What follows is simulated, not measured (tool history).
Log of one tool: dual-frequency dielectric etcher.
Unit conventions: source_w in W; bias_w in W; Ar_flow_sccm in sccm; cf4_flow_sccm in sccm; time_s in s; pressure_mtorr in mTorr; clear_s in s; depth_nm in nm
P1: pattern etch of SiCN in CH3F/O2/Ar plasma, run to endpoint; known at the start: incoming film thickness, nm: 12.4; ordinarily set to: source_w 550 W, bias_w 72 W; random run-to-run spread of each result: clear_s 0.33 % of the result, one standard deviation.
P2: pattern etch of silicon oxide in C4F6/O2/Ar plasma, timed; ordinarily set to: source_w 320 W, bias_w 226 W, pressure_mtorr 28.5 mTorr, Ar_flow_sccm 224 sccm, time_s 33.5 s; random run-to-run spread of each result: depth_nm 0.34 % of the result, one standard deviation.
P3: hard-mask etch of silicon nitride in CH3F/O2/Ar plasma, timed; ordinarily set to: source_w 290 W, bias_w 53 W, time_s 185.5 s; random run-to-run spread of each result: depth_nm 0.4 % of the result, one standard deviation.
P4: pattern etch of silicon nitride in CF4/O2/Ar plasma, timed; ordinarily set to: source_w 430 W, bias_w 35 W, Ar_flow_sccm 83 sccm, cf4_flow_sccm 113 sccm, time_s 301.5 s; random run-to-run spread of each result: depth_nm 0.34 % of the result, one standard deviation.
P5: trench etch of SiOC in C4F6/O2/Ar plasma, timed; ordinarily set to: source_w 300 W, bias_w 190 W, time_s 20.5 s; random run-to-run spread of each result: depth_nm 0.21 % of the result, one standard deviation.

run    day  process  source_w  bias_w  Ar_flow_sccm  cf4_flow_sccm  time_s  pressure_mtorr  clear_s  depth_nm
  1  0.192       P1       550      72                                                        29.180
  2  0.500       P4       430      35            83            113   301.5                            460.590
  3  0.654       P3       290      73                                185.5                            118.390
  4  0.838       P1       550      72                                                        29.110
  5  1.121       P1       370      72                                                        33.638
  6  1.321       P5       300     190                                 14.5                             27.870
  7  1.479       P4       430      49            83            113   301.5                            518.780
  8  1.788       P2       190     226           224                   33.5            28.5             90.694
  9  2.083       P2       320     226           136                   33.5            28.5            115.960
 10  2.233       P2       320     179           224                   33.5            28.5            102.400
 11  2.442       P2       320     226           224                   33.5            36.0            106.830
 12  2.638       P2       320     226           224                   33.5            28.5            110.260
 13  2.833       P3       290      53                                185.5                            105.410
 14  3.004       P4       430      35            83            113   166.5                            256.020
 15  3.179       P3       290      53                                140.5                             79.954
 16  3.375       P3       380      53                                185.5                            117.180
 17  3.525       P1       650      60                                                        29.066
 18  3.812       P4       430      35            83             91   301.5                            449.900
 19  4.004       P1       740      56                                                        28.326
 20  4.204       P4       430      35            48            113   301.5                            491.040
 21  4.392       P5       300     248                                 20.5                             43.153
 22  4.579       P2       320     226           224                   23.5            28.5             77.595
 23  4.867       P3       290      53                                185.5                            105.070
 24  5.083       P1       550      72                                                        29.201
 25  5.229       P1       550      92                                                        26.767
 26  5.388       P5       400     190                                 20.5                             44.081
 27  5.675       P1       550      72                                                        29.162
 28  5.850       P5       300     190                                 20.5                             39.156
 29  6.121       P4       430      35            83            113   301.5                            463.220
 30  6.304       P1       690      72                                                        26.607
 31  6.446       P4       570      35            83            113   301.5                            591.680
 32  6.725       P1       550      72                                                        29.140
 33  7.042       P1       550      45                                                        33.844
 34  7.233       P2       320     226           224                   33.5            28.5            110.750
 35  7.550       P1       550      72                                                        28.998
 36  7.700       P1       550      72                                                        29.296
 37  7.962       P1       550      72                                                        29.324
 38  8.238       P1       550      72                                                        29.487
     8.404  -- wet clean of the chamber
 39  8.492       P1       550      72                                                        29.373
 40  8.638       P1       550      72                                                        29.477
 41  8.900       P1       550      72                                                        29.578
 42  9.204       P1       550      72                                                        29.706

Something has made what P1 gives creep away from where it was; the 2 causes below, each at its own stated size, fit the log equally well:
A: source power that arrives under what is set, % = 4.25
B: bias power that arrives under what is set, % = 4.69
At approximately day 7.550, the process output began to creep.
All other causes, with the reason each is excluded:
chamber walls in a state that lowers the etch rate, %: its service at day 8.404 followed the start of the drift and did not put the process back to its old value

The 4 check runs listed below each average the results of 2 wafers, and their outcomes are marked with question marks. Under which run would the listed causes produce clearly different results?
check 1  9.508       P2       320     226           224                   33.5            28.5                  ?
check 2  9.508       P4       430      35            83            113   301.5                                  ?
check 3  9.508       P3       290      53                                185.5                                  ?
check 4  9.508       P5       300     190                                 20.5                                  ?

What each check would give under each cause:
  check    result     if A     if B
check 1  depth_nm  108.400  108.460
check 2  depth_nm  444.420  454.470
check 3  depth_nm  103.690  103.790
check 4  depth_nm   38.731   38.774
How far apart the two closest causes lie, in the result that separates them most: check 1 0.05 %; check 2 2.24 %; check 3 0.1 %; check 4 0.11 %
Of the check runs offered, only check 2 discriminates between the causes; the rest would read about the same regardless of which cause applies.

Then check 2 was run and gave: depth_nm 455.540 nm. Which cause is it?

The correct cause is B, namely: bias power that arrives under what is set, %.

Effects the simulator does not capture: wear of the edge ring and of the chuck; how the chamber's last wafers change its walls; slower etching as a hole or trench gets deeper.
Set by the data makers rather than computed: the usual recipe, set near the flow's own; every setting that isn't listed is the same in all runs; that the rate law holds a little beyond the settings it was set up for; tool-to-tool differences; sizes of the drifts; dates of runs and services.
